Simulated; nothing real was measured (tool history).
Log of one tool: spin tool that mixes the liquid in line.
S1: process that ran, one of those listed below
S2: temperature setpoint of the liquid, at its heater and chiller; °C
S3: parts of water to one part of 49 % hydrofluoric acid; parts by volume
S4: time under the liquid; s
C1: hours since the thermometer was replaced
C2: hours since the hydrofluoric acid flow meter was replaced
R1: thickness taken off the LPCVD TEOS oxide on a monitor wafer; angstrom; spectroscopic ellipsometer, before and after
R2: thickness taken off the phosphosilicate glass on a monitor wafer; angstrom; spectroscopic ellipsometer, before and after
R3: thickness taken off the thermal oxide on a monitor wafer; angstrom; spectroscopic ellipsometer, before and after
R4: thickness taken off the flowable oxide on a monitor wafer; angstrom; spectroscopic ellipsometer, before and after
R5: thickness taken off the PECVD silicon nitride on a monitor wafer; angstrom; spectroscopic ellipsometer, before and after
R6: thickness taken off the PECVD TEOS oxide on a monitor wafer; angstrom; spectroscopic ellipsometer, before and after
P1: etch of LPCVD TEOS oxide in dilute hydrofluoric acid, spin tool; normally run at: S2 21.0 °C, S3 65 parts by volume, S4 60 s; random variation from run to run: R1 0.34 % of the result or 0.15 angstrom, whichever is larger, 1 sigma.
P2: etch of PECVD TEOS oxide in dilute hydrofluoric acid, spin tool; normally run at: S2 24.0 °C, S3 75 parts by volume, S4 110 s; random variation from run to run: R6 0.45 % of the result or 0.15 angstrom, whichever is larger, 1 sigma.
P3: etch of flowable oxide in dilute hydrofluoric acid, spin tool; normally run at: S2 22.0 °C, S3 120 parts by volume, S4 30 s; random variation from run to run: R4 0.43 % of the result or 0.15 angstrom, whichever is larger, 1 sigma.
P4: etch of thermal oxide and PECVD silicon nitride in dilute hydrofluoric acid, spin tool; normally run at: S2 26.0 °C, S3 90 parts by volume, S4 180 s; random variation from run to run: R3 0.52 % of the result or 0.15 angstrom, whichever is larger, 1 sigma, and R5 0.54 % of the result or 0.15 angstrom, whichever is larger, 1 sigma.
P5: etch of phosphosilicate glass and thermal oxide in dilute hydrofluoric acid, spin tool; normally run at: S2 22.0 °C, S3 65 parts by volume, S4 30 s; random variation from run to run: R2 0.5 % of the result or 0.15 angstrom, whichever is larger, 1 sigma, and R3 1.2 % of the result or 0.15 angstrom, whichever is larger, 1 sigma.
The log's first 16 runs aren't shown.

run,hour,S1,S2,S3,S4,C1,C2,R1,R2,R3,R4,R5,R6
17,186.1,P5,22.0,65,30,419.1,88.1,,266.58,21.010,,,
18,198.9,P3,28.0,120,30,431.9,100.9,,,,105.230,,
19,210.7,P1,21.0,105,85,443.7,112.7,212.30,,,,,
20,219.3,P1,27.0,65,60,452.3,121.3,326.00,,,,,
21,234.0,P1,21.0,65,60,467.0,136.0,253.89,,,,,
22,242.1,P3,22.0,120,30,475.1,144.1,,,,84.155,,
23,253.3,P4,26.0,90,180,486.3,155.3,,,111.930,,68.204,
24,267.9,P2,24.0,75,40,500.9,169.9,,,,,,74.693
25,282.8,P2,19.5,75,110,515.8,184.8,,,,,,170.970
26,290.5,P3,22.0,70,30,523.5,192.5,,,,151.380,,
27,304.9,P1,21.0,65,100,537.9,206.9,421.38,,,,,
28,313.3,P1,21.0,65,60,546.3,215.3,255.14,,,,,
29,325.7,P2,24.0,75,110,558.7,227.7,,,,,,204.400

The next listed run, before its measurement:
30,336.8,P1,21.0,65,60,569.8,238.8,?,,,,,

{"run 30": {"R1": 253.33}}

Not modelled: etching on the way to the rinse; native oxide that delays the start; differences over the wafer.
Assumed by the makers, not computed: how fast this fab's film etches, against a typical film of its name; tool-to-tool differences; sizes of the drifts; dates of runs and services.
